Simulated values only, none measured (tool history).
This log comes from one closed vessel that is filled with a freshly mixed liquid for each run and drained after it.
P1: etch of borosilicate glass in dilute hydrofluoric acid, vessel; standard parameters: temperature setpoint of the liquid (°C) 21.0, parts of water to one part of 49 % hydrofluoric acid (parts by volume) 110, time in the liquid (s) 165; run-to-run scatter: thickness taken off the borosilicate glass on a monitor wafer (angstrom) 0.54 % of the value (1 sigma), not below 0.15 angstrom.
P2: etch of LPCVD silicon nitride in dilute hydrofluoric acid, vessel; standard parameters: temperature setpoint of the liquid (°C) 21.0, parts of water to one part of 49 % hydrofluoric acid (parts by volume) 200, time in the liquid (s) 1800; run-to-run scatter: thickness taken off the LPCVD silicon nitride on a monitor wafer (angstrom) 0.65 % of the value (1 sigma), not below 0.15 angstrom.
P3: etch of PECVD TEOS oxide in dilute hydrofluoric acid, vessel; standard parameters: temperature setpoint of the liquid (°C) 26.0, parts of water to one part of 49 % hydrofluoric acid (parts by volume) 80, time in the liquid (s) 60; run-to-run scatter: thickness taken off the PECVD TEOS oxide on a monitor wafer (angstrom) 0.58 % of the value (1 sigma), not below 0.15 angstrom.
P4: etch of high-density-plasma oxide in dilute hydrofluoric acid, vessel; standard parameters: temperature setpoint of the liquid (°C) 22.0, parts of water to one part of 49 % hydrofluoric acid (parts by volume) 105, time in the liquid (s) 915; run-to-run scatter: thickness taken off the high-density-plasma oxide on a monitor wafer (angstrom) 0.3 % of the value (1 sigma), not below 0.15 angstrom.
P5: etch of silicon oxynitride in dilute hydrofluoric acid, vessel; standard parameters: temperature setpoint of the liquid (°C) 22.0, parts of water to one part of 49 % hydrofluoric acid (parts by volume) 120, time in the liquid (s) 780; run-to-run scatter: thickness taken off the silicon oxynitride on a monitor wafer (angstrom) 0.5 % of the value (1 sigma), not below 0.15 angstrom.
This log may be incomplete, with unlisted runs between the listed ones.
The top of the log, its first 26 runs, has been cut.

run   hour  process that ran  temperature setpoint of the liquid (°C)  parts of water to one part of 49 % hydrofluoric acid (parts by volume)  time in the liquid (s)  hours since the thermometer was replaced  hours since the hydrofluoric acid flow meter was replaced  thickness taken off the borosilicate glass on a monitor wafer (angstrom)  thickness taken off the LPCVD silicon nitride on a monitor wafer (angstrom)  thickness taken off the PECVD TEOS oxide on a monitor wafer (angstrom)  thickness taken off the high-density-plasma oxide on a monitor wafer (angstrom)  thickness taken off the silicon oxynitride on a monitor wafer (angstrom)
 27  221.7                P5                                     22.0                                                                     120                     780                                     876.7                                                      546.9                                                                                                                                                                                                                                                                                                                                                                                   183.270
 28  232.8                P3                                     26.0                                                                      35                      60                                     887.8                                                      558.0                                                                                                                                                                                                                        358.660
 29  243.4                P5                                     22.0                                                                     215                     780                                     898.4                                                      568.6                                                                                                                                                                                                                                                                                                                                                                                    96.867
 30  249.7                P1                                     21.0                                                                     110                     165                                     904.7                                                      574.9                                                                   467.540
 31  255.0                P1                                     21.0                                                                     110                     165                                     910.0                                                      580.2                                                                   470.430
 32  261.2                P1                                     21.0                                                                     110                     165                                     916.2                                                      586.4                                                                   474.130
 33  272.8                P1                                     21.0                                                                     110                     165                                     927.8                                                      598.0                                                                   490.360
 34  281.0                P1                                     21.0                                                                     110                     165                                     936.0                                                      606.2                                                                   498.190
 35  289.1                P1                                     21.0                                                                     110                     165                                     944.1                                                      614.3                                                                   495.810
 36  300.0                P1                                     21.0                                                                     110                     165                                     955.0                                                      625.2                                                                   500.660
 37  311.2                P1                                     21.0                                                                     110                     165                                     966.2                                                      636.4                                                                   501.330

Run 38 has not been measured yet. What should we expect?
 38  322.2                P1                                     21.0                                                                     110                     165                                     977.2                                                      647.4                                                                         ?

thickness taken off the borosilicate glass on a monitor wafer (angstrom): 509.430

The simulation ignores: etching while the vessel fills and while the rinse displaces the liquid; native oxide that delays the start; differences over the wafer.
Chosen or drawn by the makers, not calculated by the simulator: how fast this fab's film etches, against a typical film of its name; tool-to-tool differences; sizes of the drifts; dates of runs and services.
